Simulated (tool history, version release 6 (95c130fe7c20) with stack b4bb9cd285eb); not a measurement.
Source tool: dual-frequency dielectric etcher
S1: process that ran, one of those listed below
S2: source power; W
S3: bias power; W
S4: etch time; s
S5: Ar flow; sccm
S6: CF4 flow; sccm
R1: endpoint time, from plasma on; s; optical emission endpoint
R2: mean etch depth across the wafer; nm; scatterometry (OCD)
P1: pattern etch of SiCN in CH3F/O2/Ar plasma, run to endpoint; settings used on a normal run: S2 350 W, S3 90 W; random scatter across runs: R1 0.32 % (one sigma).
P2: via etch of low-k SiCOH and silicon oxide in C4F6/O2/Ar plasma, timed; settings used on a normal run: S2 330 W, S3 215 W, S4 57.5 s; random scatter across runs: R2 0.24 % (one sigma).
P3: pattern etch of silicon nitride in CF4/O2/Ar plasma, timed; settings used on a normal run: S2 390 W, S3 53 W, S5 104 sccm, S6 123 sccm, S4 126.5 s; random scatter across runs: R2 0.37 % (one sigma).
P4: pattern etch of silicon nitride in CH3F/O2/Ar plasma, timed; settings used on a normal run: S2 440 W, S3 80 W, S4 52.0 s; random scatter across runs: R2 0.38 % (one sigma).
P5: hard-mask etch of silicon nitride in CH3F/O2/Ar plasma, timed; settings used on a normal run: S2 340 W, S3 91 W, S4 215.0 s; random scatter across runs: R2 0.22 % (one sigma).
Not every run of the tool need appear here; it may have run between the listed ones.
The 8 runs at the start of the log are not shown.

{"run": 9, "day": 1.283, "S1": "P5", "S2": 210, "S3": 91, "S4": 215.0, "R2": 133.04}
{"run": 10, "day": 1.446, "S1": "P1", "S2": 420, "S3": 62, "R1": 24.72}
{"run": 11, "day": 1.612, "S1": "P1", "S2": 480, "S3": 90, "R1": 20.615}
{"run": 12, "day": 1.738, "S1": "P2", "S2": 330, "S3": 132, "S4": 57.5, "R2": 139.52}
{"run": 13, "day": 1.896, "S1": "P3", "S2": 390, "S3": 53, "S4": 126.5, "S5": 68, "S6": 123, "R2": 207.97}
{"run": 14, "day": 2.021, "S1": "P3", "S2": 520, "S3": 53, "S4": 126.5, "S5": 104, "S6": 123, "R2": 257.28}
{"run": 15, "day": 2.183, "S1": "P1", "S2": 350, "S3": 90, "R1": 23.137}
{"run": 16, "day": 2.358, "S1": "P5", "S2": 340, "S3": 91, "S4": 215.0, "R2": 158.94}
{"run": 17, "day": 2.454, "S1": "P1", "S2": 350, "S3": 90, "R1": 23.166}
{"run": 18, "day": 2.592, "S1": "P4", "S2": 440, "S3": 80, "S4": 65.0, "R2": 48.828}
{"run": 19, "day": 2.7, "S1": "P2", "S2": 230, "S3": 215, "S4": 57.5, "R2": 141.55}
{"run": 20, "day": 2.825, "S1": "P2", "S2": 330, "S3": 215, "S4": 86.0, "R2": 243.01}
{"run": 21, "day": 3.0, "S1": "P2", "S2": 330, "S3": 215, "S4": 57.5, "R2": 163.81}

Predict the results of run 22:
{"run": 22, "day": 3.167, "S1": "P1", "S2": 350, "S3": 68, "R1": "?"}

Run 22 produced R1 25.596 s.
